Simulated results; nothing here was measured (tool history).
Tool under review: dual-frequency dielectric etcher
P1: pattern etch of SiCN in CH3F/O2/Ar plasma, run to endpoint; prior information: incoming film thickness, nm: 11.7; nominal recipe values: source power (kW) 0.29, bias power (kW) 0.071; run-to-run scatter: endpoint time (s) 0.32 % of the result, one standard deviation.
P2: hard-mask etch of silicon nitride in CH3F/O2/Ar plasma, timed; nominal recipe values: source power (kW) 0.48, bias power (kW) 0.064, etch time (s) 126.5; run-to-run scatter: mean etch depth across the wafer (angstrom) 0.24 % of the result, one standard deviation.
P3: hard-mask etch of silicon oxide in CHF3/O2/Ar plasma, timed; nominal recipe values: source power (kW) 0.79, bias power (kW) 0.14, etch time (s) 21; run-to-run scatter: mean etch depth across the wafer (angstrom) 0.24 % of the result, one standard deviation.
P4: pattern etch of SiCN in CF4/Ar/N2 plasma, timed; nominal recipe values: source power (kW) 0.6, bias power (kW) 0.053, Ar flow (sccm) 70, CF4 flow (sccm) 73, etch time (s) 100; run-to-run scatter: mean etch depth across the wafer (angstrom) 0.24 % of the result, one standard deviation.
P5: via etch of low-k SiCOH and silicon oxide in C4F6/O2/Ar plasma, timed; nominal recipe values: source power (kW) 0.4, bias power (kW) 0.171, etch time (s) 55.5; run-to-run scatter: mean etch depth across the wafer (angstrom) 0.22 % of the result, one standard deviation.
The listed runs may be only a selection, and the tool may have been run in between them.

run   hour  process that ran  source power (kW)  bias power (kW)  etch time (s)  Ar flow (sccm)  CF4 flow (sccm)  hours since the last wet clean  hours since the last source power generator calibration  hours since the last bias power generator calibration  endpoint time (s)  mean etch depth across the wafer (angstrom)
  1    5.4                P1               0.29            0.071                                                                           188.2                                                   3245.1                                                 2036.4              35.86
  2   15.3                P1               0.29            0.071                                                                           198.1                                                     3255                                                 2046.3             35.887
  3   23.4                P1               0.39            0.071                                                                           206.2                                                   3263.1                                                 2054.4             32.293
  4   28.1                P3               0.79             0.14           15.5                                                            210.9                                                   3267.8                                                 2059.1                                                          325.44
  5   33.4                P4               0.75            0.053            100              70               73                           216.2                                                   3273.1                                                 2064.4                                                          1301.7
  6   39.1                P1               0.24            0.085                                                                           221.9                                                   3278.8                                                 2070.1             36.213
  7   46.1                P1               0.29             0.05                                                                           228.9                                                   3285.8                                                 2077.1             40.865
  8   52.1                P5                0.4            0.171           55.5                                                            234.9                                                   3291.8                                                 2083.1                                                          1531.3
  9     62                P1               0.21            0.047                                                                           244.8                                                   3301.7                                                   2093              46.96
 10   70.7                P5               0.53            0.171           55.5                                                            253.5                                                   3310.4                                                 2101.7                                                          1711.5
 11   77.8                P4                0.6            0.053            100              70               73                           260.6                                                   3317.5                                                 2108.8                                                          1061.5
 12   82.3                P4                0.6            0.053            100              47               73                           265.1                                                     3322                                                 2113.3                                                          1124.4
 13   88.9                P3               0.94             0.14             21                                                            271.7                                                   3328.6                                                 2119.9                                                          472.68
 14   97.3                P4                0.6            0.067            100              70               73                           280.1                                                     3337                                                 2128.3                                                          1141.7
 15  104.5                P3               0.79            0.181             21                                                            287.3                                                   3344.2                                                 2135.5                                                             478
 16  113.9                P1               0.29            0.071                                                                           296.7                                                   3353.6                                                 2144.9             36.049
 17  123.7                P1               0.19            0.071                                                                           306.5                                                   3363.4                                                 2154.7             42.044
 18  131.1                P2               0.48            0.051          126.5                                                            313.9                                                   3370.8                                                 2162.1                                                          841.23
 19  136.5                P1               0.29            0.071                                                                           319.3                                                   3376.2                                                 2167.5             36.053
 20  146.7                P1               0.29            0.097                                                                           329.5                                                   3386.4                                                 2177.7             32.173
 21    152                P2               0.48            0.064            181                                                            334.8                                                   3391.7                                                   2183                                                          1301.4
 22  159.4                P2               0.61            0.064          126.5                                                            342.2                                                   3399.1                                                 2190.4                                                          991.83
 23  166.8                P4                0.6            0.053           58.5              70               73                           349.6                                                   3406.5                                                 2197.8                                                           619.6
 24  176.5                P5                0.4            0.226           55.5                                                            359.3                                                   3416.2                                                 2207.5                                                            1674
 25  184.3                P3               0.79             0.14             21                                                            367.1                                                     3424                                                 2215.3                                                          438.78
 26  193.7                P4                0.6            0.053            100              70               51                           376.5                                                   3433.4                                                 2224.7                                                          1008.6
 27    199                P5                0.4            0.171           55.5                                                            381.8                                                   3438.7                                                   2230                                                          1533.3
 28  207.9                P2               0.48            0.064          126.5                                                            390.7                                                   3447.6                                                 2238.9                                                          907.13
 29  213.6                P5                0.4            0.171             70                                                            396.4                                                   3453.3                                                 2244.6                                                          1926.3
 30  221.1                P1               0.29            0.071                                                                           403.9                                                   3460.8                                                 2252.1             36.143
 31  229.7                P1               0.29            0.071                                                                           412.5                                                   3469.4                                                 2260.7             36.307
 32  239.1                P1               0.29            0.071                                                                           421.9                                                   3478.8                                                 2270.1             36.585
 33  244.9                P1               0.29            0.071                                                                           427.7                                                   3484.6                                                 2275.9             36.476
     248.5  -- wet clean of the chamber
 34  253.2                P1               0.29            0.071                                                                             4.7                                                   3492.9                                                 2284.2             36.614
 35  258.3                P1               0.29            0.071                                                                             9.8                                                     3498                                                 2289.3             36.524
 36    267                P1               0.29            0.071                                                                            18.5                                                   3506.7                                                   2298             36.523
 37  276.7                P1               0.29            0.071                                                                            28.2                                                   3516.4                                                 2307.7             36.648
 38    287                P1               0.29            0.071                                                                            38.5                                                   3526.7                                                   2318             36.607

The next listed run, before its measurement:
 39  291.7                P1               0.29            0.071                                                                            43.2                                                   3531.4                                                 2322.7                  ?

{"run 39": {"endpoint time (s)": 36.484}}
